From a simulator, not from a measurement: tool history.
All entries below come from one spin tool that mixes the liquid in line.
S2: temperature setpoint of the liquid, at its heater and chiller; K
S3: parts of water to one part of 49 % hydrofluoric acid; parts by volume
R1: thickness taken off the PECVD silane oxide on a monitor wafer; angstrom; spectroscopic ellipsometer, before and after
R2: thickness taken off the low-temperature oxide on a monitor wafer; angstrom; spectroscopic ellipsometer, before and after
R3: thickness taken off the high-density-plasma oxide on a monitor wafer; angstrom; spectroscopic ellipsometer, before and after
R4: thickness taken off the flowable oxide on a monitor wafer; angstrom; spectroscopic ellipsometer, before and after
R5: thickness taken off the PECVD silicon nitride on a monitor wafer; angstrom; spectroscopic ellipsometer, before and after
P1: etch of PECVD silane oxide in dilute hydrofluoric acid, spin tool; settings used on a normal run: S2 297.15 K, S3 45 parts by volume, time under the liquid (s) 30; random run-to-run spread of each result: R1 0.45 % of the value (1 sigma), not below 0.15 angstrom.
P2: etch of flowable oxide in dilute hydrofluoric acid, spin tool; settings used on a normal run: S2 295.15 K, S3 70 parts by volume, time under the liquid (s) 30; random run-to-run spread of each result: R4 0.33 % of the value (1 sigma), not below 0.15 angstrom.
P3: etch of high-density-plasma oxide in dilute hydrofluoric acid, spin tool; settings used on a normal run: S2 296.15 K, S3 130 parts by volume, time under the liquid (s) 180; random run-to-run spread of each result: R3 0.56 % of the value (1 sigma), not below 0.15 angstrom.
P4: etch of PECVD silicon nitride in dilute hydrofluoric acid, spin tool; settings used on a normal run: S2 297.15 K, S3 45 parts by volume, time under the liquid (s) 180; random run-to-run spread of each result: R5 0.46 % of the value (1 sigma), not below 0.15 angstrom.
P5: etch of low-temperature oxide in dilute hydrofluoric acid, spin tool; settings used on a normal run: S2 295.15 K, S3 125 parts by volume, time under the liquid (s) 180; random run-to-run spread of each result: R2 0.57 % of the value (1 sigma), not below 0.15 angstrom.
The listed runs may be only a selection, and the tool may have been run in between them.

run 1 hour=16.2 | process_that_ran=P1 S2=297.15 S3=45 time_under_the_liquid_(s)=30 | R1=163.780
run 2 hour=32.7 | process_that_ran=P1 S2=297.15 S3=45 time_under_the_liquid_(s)=55 | R1=300.330
run 3 hour=40.3 | process_that_ran=P5 S2=295.15 S3=125 time_under_the_liquid_(s)=275 | R2=213.720
run 4 hour=48.1 | process_that_ran=P3 S2=296.15 S3=185 time_under_the_liquid_(s)=180 | R3=52.962
run 5 hour=61.7 | process_that_ran=P2 S2=303.65 S3=70 time_under_the_liquid_(s)=30 | R4=279.240
run 6 hour=70.0 | process_that_ran=P4 S2=297.15 S3=30 time_under_the_liquid_(s)=180 | R5=279.830
run 7 hour=78.0 | process_that_ran=P2 S2=295.15 S3=100 time_under_the_liquid_(s)=30 | R4=133.570
run 8 hour=95.0 | process_that_ran=P1 S2=297.15 S3=45 time_under_the_liquid_(s)=30 | R1=164.240
run 9 hour=111.6 | process_that_ran=P3 S2=296.15 S3=130 time_under_the_liquid_(s)=180 | R3=80.550
run 10 hour=120.6 | process_that_ran=P1 S2=297.15 S3=45 time_under_the_liquid_(s)=30 | R1=163.210
run 11 hour=128.5 | process_that_ran=P5 S2=295.15 S3=180 time_under_the_liquid_(s)=180 | R2=91.326
run 12 hour=136.0 | process_that_ran=P1 S2=297.15 S3=45 time_under_the_liquid_(s)=15 | R1=81.551
run 13 hour=144.4 | process_that_ran=P1 S2=297.15 S3=20 time_under_the_liquid_(s)=30 | R1=380.980
run 14 hour=158.1 | process_that_ran=P2 S2=295.15 S3=70 time_under_the_liquid_(s)=30 | R4=197.300
run 15 hour=168.0 | process_that_ran=P1 S2=297.15 S3=60 time_under_the_liquid_(s)=30 | R1=120.270
run 16 hour=179.7 | process_that_ran=P4 S2=297.15 S3=45 time_under_the_liquid_(s)=60 | R5=62.874
run 17 hour=190.0 | process_that_ran=P1 S2=297.15 S3=45 time_under_the_liquid_(s)=30 | R1=163.530
run 18 hour=199.0 | process_that_ran=P3 S2=296.15 S3=130 time_under_the_liquid_(s)=180 | R3=80.761
run 19 hour=209.2 | process_that_ran=P1 S2=301.15 S3=20 time_under_the_liquid_(s)=30 | R1=448.320
run 20 hour=220.1 | process_that_ran=P5 S2=295.15 S3=125 time_under_the_liquid_(s)=180 | R2=140.610
run 21 hour=232.0 | process_that_ran=P3 S2=296.15 S3=130 time_under_the_liquid_(s)=315 | R3=140.980
run 22 hour=244.2 | process_that_ran=P2 S2=295.15 S3=70 time_under_the_liquid_(s)=15 | R4=98.989
run 23 hour=252.0 | process_that_ran=P3 S2=301.15 S3=130 time_under_the_liquid_(s)=180 | R3=96.944
run 24 hour=259.6 | process_that_ran=P1 S2=290.15 S3=45 time_under_the_liquid_(s)=30 | R1=121.910
run 25 hour=275.4 | process_that_ran=P1 S2=297.15 S3=45 time_under_the_liquid_(s)=30 | R1=162.860
run 26 hour=284.7 | process_that_ran=P4 S2=290.15 S3=45 time_under_the_liquid_(s)=180 | R5=116.940
run 27 hour=299.1 | process_that_ran=P5 S2=301.65 S3=125 time_under_the_liquid_(s)=180 | R2=179.920
run 28 hour=307.8 | process_that_ran=P1 S2=301.15 S3=45 time_under_the_liquid_(s)=30 | R1=191.520
run 29 hour=324.6 | process_that_ran=P2 S2=295.15 S3=70 time_under_the_liquid_(s)=30 | R4=197.830
run 30 hour=335.6 | process_that_ran=P4 S2=297.15 S3=45 time_under_the_liquid_(s)=180 | R5=189.440
run 31 hour=345.8 | process_that_ran=P1 S2=297.15 S3=45 time_under_the_liquid_(s)=30 | R1=165.400
run 32 hour=357.6 | process_that_ran=P1 S2=297.15 S3=45 time_under_the_liquid_(s)=30 | R1=169.680
run 33 hour=371.5 | process_that_ran=P1 S2=297.15 S3=45 time_under_the_liquid_(s)=30 | R1=173.780
run 34 hour=383.8 | process_that_ran=P1 S2=297.15 S3=45 time_under_the_liquid_(s)=30 | R1=176.350
run 35 hour=393.1 | process_that_ran=P1 S2=297.15 S3=45 time_under_the_liquid_(s)=30 | R1=176.200
run 36 hour=403.6 | process_that_ran=P1 S2=297.15 S3=45 time_under_the_liquid_(s)=30 | R1=176.490
run 37 hour=411.7 | process_that_ran=P1 S2=297.15 S3=45 time_under_the_liquid_(s)=30 | R1=176.190
run 38 hour=427.6 | process_that_ran=P1 S2=297.15 S3=45 time_under_the_liquid_(s)=30 | R1=177.910
run 39 hour=439.6 | process_that_ran=P1 S2=297.15 S3=45 time_under_the_liquid_(s)=30 | R1=178.940

What P1 gives has crept away from where it was. These 2 causes fit the log equally well, each at the size given:
A: liquid hotter than its thermometer reads (K) = 2.09
B: hydrofluoric acid flow above the setpoint (%) = 8.42
Onset of the creep was near hour 345.8.

Question marks stand in for the results of the 4 check runs listed below, each run on one wafer. Under which run would the listed causes show clearly different results?
run check 1 hour=451.6 | process_that_ran=P4 S2=297.15 S3=45 time_under_the_liquid_(s)=180 | R5=?
run check 2 hour=451.6 | process_that_ran=P2 S2=295.15 S3=70 time_under_the_liquid_(s)=30 | R4=?
run check 3 hour=451.6 | process_that_ran=P3 S2=296.15 S3=130 time_under_the_liquid_(s)=180 | R3=?
run check 4 hour=451.6 | process_that_ran=P5 S2=295.15 S3=125 time_under_the_liquid_(s)=180 | R2=?

Check results expected under each cause:
check=check_1 result=R5 if_A=217.120 if_B=204.190
check=check_2 result=R4 if_A=215.770 if_B=216.260
check=check_3 result=R3 if_A=87.080 if_B=88.092
check=check_4 result=R2 if_A=152.050 if_B=153.550
Per check, the gap between the least separated pair of causes, taken in the result that splits them most: check 1 6.14 %; check 2 0.22 %; check 3 1.16 %; check 4 0.98 %
The other checks would show nearly matching results whichever cause is true, so check 1 is the only one that separates the causes.

The results of check 1 are: R5 204.420 angstrom. Based on these, which of the listed causes is it?

The cause is B: hydrofluoric acid flow above the setpoint (%).
